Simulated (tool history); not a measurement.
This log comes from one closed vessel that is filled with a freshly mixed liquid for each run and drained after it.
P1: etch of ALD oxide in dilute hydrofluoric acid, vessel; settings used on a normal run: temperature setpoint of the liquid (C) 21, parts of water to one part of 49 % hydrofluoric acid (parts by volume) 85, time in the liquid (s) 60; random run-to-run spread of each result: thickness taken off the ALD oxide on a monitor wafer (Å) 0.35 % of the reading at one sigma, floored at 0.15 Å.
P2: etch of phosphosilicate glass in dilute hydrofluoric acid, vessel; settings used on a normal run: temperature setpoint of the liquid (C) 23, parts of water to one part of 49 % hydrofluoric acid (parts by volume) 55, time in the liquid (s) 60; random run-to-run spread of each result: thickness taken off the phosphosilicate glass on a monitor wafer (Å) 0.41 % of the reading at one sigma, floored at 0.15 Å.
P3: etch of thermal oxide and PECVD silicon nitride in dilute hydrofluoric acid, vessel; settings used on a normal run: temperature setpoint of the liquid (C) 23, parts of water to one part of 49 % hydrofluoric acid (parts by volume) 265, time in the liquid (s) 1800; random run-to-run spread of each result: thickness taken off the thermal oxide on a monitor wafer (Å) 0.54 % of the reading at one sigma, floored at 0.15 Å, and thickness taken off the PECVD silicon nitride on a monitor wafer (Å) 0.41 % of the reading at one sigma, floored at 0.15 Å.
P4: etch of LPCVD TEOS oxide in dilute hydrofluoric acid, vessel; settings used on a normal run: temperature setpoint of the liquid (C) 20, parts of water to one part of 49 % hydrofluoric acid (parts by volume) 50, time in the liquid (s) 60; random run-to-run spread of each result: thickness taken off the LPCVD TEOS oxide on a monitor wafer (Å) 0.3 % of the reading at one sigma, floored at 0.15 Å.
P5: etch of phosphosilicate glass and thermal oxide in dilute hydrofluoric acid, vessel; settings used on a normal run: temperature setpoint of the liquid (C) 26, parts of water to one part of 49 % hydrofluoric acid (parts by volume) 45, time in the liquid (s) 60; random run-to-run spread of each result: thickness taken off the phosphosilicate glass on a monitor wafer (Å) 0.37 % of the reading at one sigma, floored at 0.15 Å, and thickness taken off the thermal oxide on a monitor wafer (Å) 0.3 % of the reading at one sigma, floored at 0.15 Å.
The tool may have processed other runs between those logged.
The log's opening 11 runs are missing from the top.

run   hour  process that ran  temperature setpoint of the liquid (C)  parts of water to one part of 49 % hydrofluoric acid (parts by volume)  time in the liquid (s)  hours since the thermometer was replaced  hours since the hydrofluoric acid flow meter was replaced  thickness taken off the ALD oxide on a monitor wafer (Å)  thickness taken off the LPCVD TEOS oxide on a monitor wafer (Å)  thickness taken off the phosphosilicate glass on a monitor wafer (Å)  thickness taken off the thermal oxide on a monitor wafer (Å)  thickness taken off the PECVD silicon nitride on a monitor wafer (Å)
 12   78.9                P4                                      20                                                                      50                      95                                     674.3                                                      514.3                                                                                                                        588
 13   87.1                P2                                      17                                                                      55                      60                                     682.5                                                      522.5                                                                                                                                                                                           524.77
 14   94.9                P1                                      21                                                                      85                      60                                     690.3                                                      530.3                                                    152.17
 15  100.6                P1                                      21                                                                      85                      90                                       696                                                        536                                                    229.69
 16  106.4                P2                                      23                                                                      95                      60                                     701.8                                                      541.8                                                                                                                                                                                           367.31
 17  114.4                P1                                      21                                                                      85                      60                                     709.8                                                      549.8                                                    152.95
 18    123                P1                                    17.5                                                                      85                      60                                     718.4                                                      558.4                                                    132.18
 19  131.3                P3                                      23                                                                     265                     700                                     726.7                                                      566.7                                                                                                                                                                                                                                                         103.21                                                                53.317
 20  139.3                P1                                      21                                                                      85                      60                                     734.7                                                      574.7                                                    153.19
 21  143.7                P5                                    18.5                                                                      45                      60                                     739.1                                                      579.1                                                                                                                                                                                           1333.3                                                        52.911
 22    148                P2                                      23                                                                      55                      30                                     743.4                                                      583.4                                                                                                                                                                                           334.69
 23  151.8                P1                                      21                                                                     135                      60                                     747.2                                                      587.2                                                    91.013
 24  158.4                P1                                      21                                                                      25                      60                                     753.8                                                      593.8                                                    558.29
 25  162.7                P3                                      17                                                                     265                    1800                                     758.1                                                      598.1                                                                                                                                                                                                                                                          212.7                                                                93.879
 26  168.2                P1                                      21                                                                      85                      30                                     763.6                                                      603.6                                                    76.474

Run 27 is up next; what results do you expect?
 27  176.4                P5                                      26                                                                      75                      60                                     771.8                                                      611.8                                                                                                                                                                                                ?                                                             ?

Run 27 measured thickness taken off the phosphosilicate glass on a monitor wafer (Å) 1041.4, thickness taken off the thermal oxide on a monitor wafer (Å) 42.141.
